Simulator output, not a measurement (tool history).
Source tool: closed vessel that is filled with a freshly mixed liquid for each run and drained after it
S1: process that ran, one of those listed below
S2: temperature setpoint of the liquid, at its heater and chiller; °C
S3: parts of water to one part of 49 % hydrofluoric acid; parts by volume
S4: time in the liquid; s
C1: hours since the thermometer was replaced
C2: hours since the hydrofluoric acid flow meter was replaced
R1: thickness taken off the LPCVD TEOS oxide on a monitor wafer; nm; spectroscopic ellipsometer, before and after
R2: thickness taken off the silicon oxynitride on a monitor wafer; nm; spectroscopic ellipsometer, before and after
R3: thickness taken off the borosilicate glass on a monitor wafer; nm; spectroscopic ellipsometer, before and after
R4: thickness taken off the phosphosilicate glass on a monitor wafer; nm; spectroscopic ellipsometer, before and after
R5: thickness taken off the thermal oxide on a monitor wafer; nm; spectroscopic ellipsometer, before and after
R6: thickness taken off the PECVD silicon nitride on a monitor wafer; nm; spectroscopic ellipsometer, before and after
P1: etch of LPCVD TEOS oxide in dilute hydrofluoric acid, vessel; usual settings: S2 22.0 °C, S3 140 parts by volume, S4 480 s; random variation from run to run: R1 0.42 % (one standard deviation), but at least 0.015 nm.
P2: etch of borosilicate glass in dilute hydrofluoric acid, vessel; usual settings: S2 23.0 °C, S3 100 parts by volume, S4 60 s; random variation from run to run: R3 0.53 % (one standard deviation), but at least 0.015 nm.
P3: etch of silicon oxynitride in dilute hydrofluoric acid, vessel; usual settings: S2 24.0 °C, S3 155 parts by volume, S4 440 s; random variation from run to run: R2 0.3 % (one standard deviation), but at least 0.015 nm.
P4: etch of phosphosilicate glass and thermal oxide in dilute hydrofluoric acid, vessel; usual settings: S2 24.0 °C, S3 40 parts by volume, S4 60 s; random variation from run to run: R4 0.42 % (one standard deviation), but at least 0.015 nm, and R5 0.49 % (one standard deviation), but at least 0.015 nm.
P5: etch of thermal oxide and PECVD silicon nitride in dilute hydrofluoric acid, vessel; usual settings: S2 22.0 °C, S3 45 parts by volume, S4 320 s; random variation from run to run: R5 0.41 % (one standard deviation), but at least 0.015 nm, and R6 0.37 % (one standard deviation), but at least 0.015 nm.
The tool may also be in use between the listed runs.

| run | hour | S1 | S2 | S3 | S4 | C1 | C2 | R1 | R2 | R3 | R4 | R5 | R6 |
|---|---|---|---|---|---|---|---|---|---|---|---|---|---|
| 1 | 8.0 | P1 | 22.0 | 140 | 480 | 450.2 | 124.3 | 55.6470 |  |  |  |  |  |
| 2 | 14.5 | P3 | 24.0 | 280 | 440 | 456.7 | 130.8 |  | 5.0738 |  |  |  |  |
| 3 | 25.9 | P1 | 22.0 | 140 | 735 | 468.1 | 142.2 | 85.4370 |  |  |  |  |  |
| 4 | 32.4 | P1 | 22.0 | 140 | 480 | 474.6 | 148.7 | 55.5350 |  |  |  |  |  |
| 5 | 40.3 | P2 | 23.0 | 100 | 60 | 482.5 | 156.6 |  |  | 29.516 |  |  |  |
| 6 | 50.4 | P4 | 30.0 | 40 | 60 | 492.6 | 166.7 |  |  |  | 417.32 | 10.6660 |  |
|  | 54.8 | hydrofluoric acid flow meter replaced |
| 7 | 56.3 | P4 | 24.0 | 20 | 60 | 498.5 | 1.6 |  |  |  | 673.97 | 17.0290 |  |
| 8 | 63.5 | P1 | 22.0 | 255 | 480 | 505.7 | 8.8 | 26.9750 |  |  |  |  |  |
| 9 | 70.0 | P3 | 24.0 | 155 | 440 | 512.2 | 15.3 |  | 10.0470 |  |  |  |  |
| 10 | 80.2 | P2 | 23.0 | 100 | 100 | 522.4 | 25.5 |  |  | 49.745 |  |  |  |
| 11 | 86.3 | P2 | 23.0 | 165 | 60 | 528.5 | 31.6 |  |  | 16.469 |  |  |  |
| 12 | 93.8 | P1 | 30.0 | 140 | 480 | 536.0 | 39.1 | 74.7950 |  |  |  |  |  |
| 13 | 104.4 | P1 | 17.0 | 140 | 40 | 546.6 | 49.7 | 3.7722 |  |  |  |  |  |
| 14 | 113.0 | P1 | 22.0 | 140 | 480 | 555.2 | 58.3 | 55.6010 |  |  |  |  |  |
| 15 | 119.9 | P5 | 22.0 | 45 | 320 | 562.1 | 65.2 |  |  |  |  | 33.2540 | 16.764 |
| 16 | 128.8 | P1 | 22.0 | 140 | 480 | 571.0 | 74.1 | 55.8510 |  |  |  |  |  |
| 17 | 137.5 | P3 | 24.0 | 155 | 645 | 579.7 | 82.8 |  | 14.6580 |  |  |  |  |
| 18 | 143.1 | P1 | 22.0 | 140 | 210 | 585.3 | 88.4 | 24.3130 |  |  |  |  |  |
| 19 | 149.7 | P1 | 22.0 | 140 | 480 | 591.9 | 95.0 | 55.5010 |  |  |  |  |  |
| 20 | 155.2 | P5 | 22.0 | 45 | 500 | 597.4 | 100.5 |  |  |  |  | 51.9660 | 26.606 |
| 21 | 160.1 | P4 | 24.0 | 40 | 30 | 602.3 | 105.4 |  |  |  | 163.99 | 4.1549 |  |
| 22 | 171.6 | P1 | 17.5 | 140 | 480 | 613.8 | 116.9 | 46.6290 |  |  |  |  |  |
| 23 | 181.8 | P1 | 22.0 | 30 | 480 | 624.0 | 127.1 | 295.7100 |  |  |  |  |  |
| 24 | 189.9 | P5 | 27.0 | 45 | 320 | 632.1 | 135.2 |  |  |  |  | 41.0120 | 23.801 |
| 25 | 195.7 | P4 | 24.0 | 40 | 60 | 637.9 | 141.0 |  |  |  | 330.16 | 8.3929 |  |
| 26 | 204.5 | P5 | 22.0 | 75 | 320 | 646.7 | 149.8 |  |  |  |  | 19.1880 | 10.197 |
| 27 | 214.2 | P1 | 22.0 | 140 | 480 | 656.4 | 159.5 | 55.3380 |  |  |  |  |  |
| 28 | 223.9 | P2 | 17.5 | 100 | 60 | 666.1 | 169.2 |  |  | 23.737 |  |  |  |
| 29 | 229.3 | P4 | 24.0 | 40 | 60 | 671.5 | 174.6 |  |  |  | 328.99 | 8.3708 |  |
| 30 | 236.1 | P3 | 19.5 | 155 | 440 | 678.3 | 181.4 |  | 8.1096 |  |  |  |  |
| 31 | 245.8 | P1 | 22.0 | 140 | 480 | 688.0 | 191.1 | 55.6210 |  |  |  |  |  |
| 32 | 255.1 | P1 | 22.0 | 140 | 480 | 697.3 | 200.4 | 57.6230 |  |  |  |  |  |
| 33 | 261.8 | P1 | 22.0 | 140 | 480 | 704.0 | 207.1 | 58.7900 |  |  |  |  |  |
| 34 | 272.9 | P1 | 22.0 | 140 | 480 | 715.1 | 218.2 | 59.6030 |  |  |  |  |  |
| 35 | 282.7 | P1 | 22.0 | 140 | 480 | 724.9 | 228.0 | 59.8740 |  |  |  |  |  |
| 36 | 289.8 | P1 | 22.0 | 140 | 480 | 732.0 | 235.1 | 59.8850 |  |  |  |  |  |
| 37 | 301.3 | P1 | 22.0 | 140 | 480 | 743.5 | 246.6 | 59.9680 |  |  |  |  |  |

What P1 gives has crept off from where it sat before. The 2 causes that follow fit the log equally well, each at the size noted:
A: liquid hotter than its thermometer reads (K) = 2.01
B: hydrofluoric acid flow above the setpoint (%) = 7.01
Onset of the creep was near hour 245.8.

4 check runs are offered, one wafer each, their results left as question marks. Which one tells the causes apart?
| check 1 | 312.8 | P3 | 24.0 | 230 | 440 |  |  |  | ? |  |  |  |  |
| check 2 | 312.8 | P5 | 25.0 | 45 | 435 |  |  |  |  |  |  | ? | ? |
| check 3 | 312.8 | P4 | 29.5 | 40 | 30 |  |  |  |  |  | ? | ? |  |
| check 4 | 312.8 | P2 | 23.0 | 155 | 60 |  |  |  |  | ? |  |  |  |

Check results expected under each cause:
| check | result | if A | if B |
|---|---|---|---|
| check 1 | R2 | 6.9733 | 6.9145 |
| check 2 | R5 | 55.3530 | 54.8070 |
| check 2 | R6 | 32.131 | 30.031 |
| check 3 | R4 | 222.14 | 220.47 |
| check 3 | R5 | 5.6406 | 5.5982 |
| check 4 | R3 | 19.359 | 19.407 |
Per-check spread between the two closest causes, in the result where they differ most: check 1 0.85 %; check 2 6.76 %; check 3 0.75 %; check 4 0.25 %
Check 2 distinguishes between the causes, while the remaining checks would return nearly the same result for all of them.

After running check 2, the following was obtained: R5 54.4710 nm; R6 29.974 nm. Which cause does this point to?

It was cause B: hydrofluoric acid flow above the setpoint (%).
